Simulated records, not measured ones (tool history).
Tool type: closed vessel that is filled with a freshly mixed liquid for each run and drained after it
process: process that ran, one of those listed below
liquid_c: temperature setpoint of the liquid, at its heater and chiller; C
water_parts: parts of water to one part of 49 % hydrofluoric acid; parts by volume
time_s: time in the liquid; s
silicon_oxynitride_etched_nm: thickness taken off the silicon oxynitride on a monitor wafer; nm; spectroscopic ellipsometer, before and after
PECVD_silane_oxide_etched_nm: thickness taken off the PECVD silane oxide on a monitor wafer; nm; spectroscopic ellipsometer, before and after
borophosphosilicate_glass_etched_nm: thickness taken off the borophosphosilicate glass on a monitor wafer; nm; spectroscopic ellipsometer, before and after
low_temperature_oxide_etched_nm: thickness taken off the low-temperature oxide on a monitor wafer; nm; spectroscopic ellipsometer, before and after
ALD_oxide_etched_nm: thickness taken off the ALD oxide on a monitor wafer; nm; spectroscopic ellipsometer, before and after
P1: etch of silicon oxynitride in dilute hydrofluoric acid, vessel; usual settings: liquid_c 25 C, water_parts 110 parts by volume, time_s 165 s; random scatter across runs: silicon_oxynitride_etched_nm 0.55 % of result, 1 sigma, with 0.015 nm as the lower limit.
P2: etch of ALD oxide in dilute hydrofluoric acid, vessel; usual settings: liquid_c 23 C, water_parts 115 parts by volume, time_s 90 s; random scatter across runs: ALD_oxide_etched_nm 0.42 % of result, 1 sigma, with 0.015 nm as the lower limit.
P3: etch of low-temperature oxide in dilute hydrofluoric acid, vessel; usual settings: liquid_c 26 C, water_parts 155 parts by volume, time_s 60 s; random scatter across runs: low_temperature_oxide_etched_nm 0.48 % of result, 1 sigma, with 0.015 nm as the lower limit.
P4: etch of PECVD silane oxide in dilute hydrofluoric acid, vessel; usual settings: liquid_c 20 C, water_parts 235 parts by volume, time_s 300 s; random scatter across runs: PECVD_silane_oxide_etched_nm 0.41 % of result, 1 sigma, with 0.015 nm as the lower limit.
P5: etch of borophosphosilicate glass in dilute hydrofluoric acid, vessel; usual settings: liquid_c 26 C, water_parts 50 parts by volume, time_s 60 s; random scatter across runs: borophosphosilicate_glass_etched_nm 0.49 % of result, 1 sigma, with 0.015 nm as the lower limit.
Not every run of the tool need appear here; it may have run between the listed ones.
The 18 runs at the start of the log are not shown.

run   hour  process  liquid_c  water_parts  time_s  hours since the thermometer was replaced  hours since the hydrofluoric acid flow meter was replaced  silicon_oxynitride_etched_nm  PECVD_silane_oxide_etched_nm  borophosphosilicate_glass_etched_nm  low_temperature_oxide_etched_nm  ALD_oxide_etched_nm
 19  194.9       P1        25          110     165                                     922.1                                                       1899                        4.5727
 20  205.7       P1        25          110     165                                     932.9                                                     1909.8                        4.5465
 21  220.7       P2        23           25      90                                     947.9                                                     1924.8                                                                                                                                                 51.318
 22  234.6       P3        26          255      60                                     961.8                                                     1938.7                                                                                                                            4.3744
 23  241.7       P1        25          110     165                                     968.9                                                     1945.8                        4.5229
 24  249.4       P3        33          155      60                                     976.6                                                     1953.5                                                                                                                            10.389
 25    263       P3        26          155      60                                     990.2                                                     1967.1                                                                                                                            8.0711
 26  271.5       P1        25          110     245                                     998.7                                                     1975.6                        6.7663
 27    282       P1        25          110      60                                    1009.2                                                     1986.1                        1.6937
 28  290.7       P1        25           35     165                                    1017.9                                                     1994.8                          15.2
 29  305.2       P2        23          115      90                                    1032.4                                                     2009.3                                                                                                                                                 10.063
 30  319.5       P2        23          115     160                                    1046.7                                                     2023.6                                                                                                                                                 17.803
 31  329.6       P4        20          235     300                                    1056.8                                                     2033.7                                                      29.165
 32  343.5       P5        26           50     100                                    1070.7                                                     2047.6                                                                                           140.69
 33  357.5       P1        25          110     165                                    1084.7                                                     2061.6                        4.5112
 34  369.5       P1        25          110     165                                    1096.7                                                     2073.6                         4.707
 35  379.4       P1        25          110     165                                    1106.6                                                     2083.5                        4.7596
 36  391.5       P1        25          110     165                                    1118.7                                                     2095.6                        4.8221
 37  404.1       P1        25          110     165                                    1131.3                                                     2108.2                        4.8902

Estimate the outcome of run 38 from the log above:
 38  413.6       P1        25          110     165                                    1140.8                                                     2117.7                             ?

For run 38 the tool returned silicon_oxynitride_etched_nm 4.8999 nm.
